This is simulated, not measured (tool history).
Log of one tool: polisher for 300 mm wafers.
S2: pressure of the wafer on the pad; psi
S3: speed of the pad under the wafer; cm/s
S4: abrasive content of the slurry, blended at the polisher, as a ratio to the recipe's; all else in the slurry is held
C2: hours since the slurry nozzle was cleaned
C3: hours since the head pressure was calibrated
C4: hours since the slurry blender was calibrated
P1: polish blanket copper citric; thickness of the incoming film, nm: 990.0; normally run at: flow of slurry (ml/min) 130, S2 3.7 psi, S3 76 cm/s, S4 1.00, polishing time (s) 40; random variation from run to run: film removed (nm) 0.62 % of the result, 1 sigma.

Run 1, hour 14.2: flow of slurry (ml/min) 130, S2 3.7 psi, S3 76 cm/s, S4 1.00, polishing time (s) 40; wafers polished on this pad 797; C2 499.7; C3 104.2; C4 31.8. Result: film removed (nm) 78.904.
Run 2, hour 22.9: flow of slurry (ml/min) 130, S2 3.7 psi, S3 76 cm/s, S4 1.00, polishing time (s) 40; wafers polished on this pad 912; C2 508.4; C3 112.9; C4 40.5. Result: film removed (nm) 79.452.
Run 3, hour 30.8: flow of slurry (ml/min) 130, S2 3.7 psi, S3 76 cm/s, S4 1.00, polishing time (s) 24; wafers polished on this pad 1016; C2 516.3; C3 120.8; C4 48.4. Result: film removed (nm) 47.964.
At hour 37.4: slurry nozzle cleaned.
Run 4, hour 43.2: flow of slurry (ml/min) 130, S2 3.7 psi, S3 76 cm/s, S4 1.00, polishing time (s) 40; wafers polished on this pad 1180; C2 5.8; C3 133.2; C4 60.8. Result: film removed (nm) 79.739.
Run 5, hour 56.3: flow of slurry (ml/min) 130, S2 3.7 psi, S3 76 cm/s, S4 1.00, polishing time (s) 53; wafers polished on this pad 1353; C2 18.9; C3 146.3; C4 73.9. Result: film removed (nm) 106.760.
Run 6, hour 66.6: flow of slurry (ml/min) 130, S2 3.7 psi, S3 52 cm/s, S4 1.00, polishing time (s) 40; wafers polished on this pad 1489; C2 29.2; C3 156.6; C4 84.2. Result: film removed (nm) 55.662.
Run 7, hour 83.7: flow of slurry (ml/min) 80, S2 3.7 psi, S3 76 cm/s, S4 1.00, polishing time (s) 40; wafers polished on this pad 1715; C2 46.3; C3 173.7; C4 101.3. Result: film removed (nm) 70.945.
Run 8, hour 100.4: flow of slurry (ml/min) 130, S2 3.7 psi, S3 98 cm/s, S4 1.00, polishing time (s) 40; wafers polished on this pad 1935; C2 63.0; C3 190.4; C4 118.0. Result: film removed (nm) 102.250.
Run 9, hour 117.4: flow of slurry (ml/min) 130, S2 3.7 psi, S3 76 cm/s, S4 1.00, polishing time (s) 40; wafers polished on this pad 2160; C2 80.0; C3 207.4; C4 135.0. Result: film removed (nm) 79.673.
Run 10, hour 129.8: flow of slurry (ml/min) 130, S2 3.7 psi, S3 76 cm/s, S4 1.45, polishing time (s) 40; wafers polished on this pad 2324; C2 92.4; C3 219.8; C4 147.4. Result: film removed (nm) 86.617.
Run 11, hour 145.5: flow of slurry (ml/min) 130, S2 5.8 psi, S3 76 cm/s, S4 1.00, polishing time (s) 40; wafers polished on this pad 2531; C2 108.1; C3 235.5; C4 163.1. Result: film removed (nm) 122.370.
Run 12, hour 157.1: flow of slurry (ml/min) 130, S2 1.7 psi, S3 76 cm/s, S4 1.00, polishing time (s) 40; wafers polished on this pad 2684; C2 119.7; C3 247.1; C4 174.7. Result: film removed (nm) 37.627.
Run 13, hour 165.9: flow of slurry (ml/min) 170, S2 3.7 psi, S3 76 cm/s, S4 1.00, polishing time (s) 40; wafers polished on this pad 2800; C2 128.5; C3 255.9; C4 183.5. Result: film removed (nm) 83.811.
Run 14, hour 174.8: flow of slurry (ml/min) 130, S2 3.7 psi, S3 76 cm/s, S4 1.00, polishing time (s) 40; wafers polished on this pad 2918; C2 137.4; C3 264.8; C4 192.4. Result: film removed (nm) 79.359.
Run 15, hour 190.5: flow of slurry (ml/min) 80, S2 3.7 psi, S3 76 cm/s, S4 1.45, polishing time (s) 40; wafers polished on this pad 3125; C2 153.1; C3 280.5; C4 208.1. Result: film removed (nm) 76.122.

The next listed run, before its measurement:
Run 16, hour 201.1: flow of slurry (ml/min) 130, S2 3.7 psi, S3 98 cm/s, S4 1.00, polishing time (s) 60; wafers polished on this pad 3265; C2 163.7; C3 291.1; C4 218.7. Result: film removed (nm) ?.

Run 16 gave film removed (nm) 153.650.
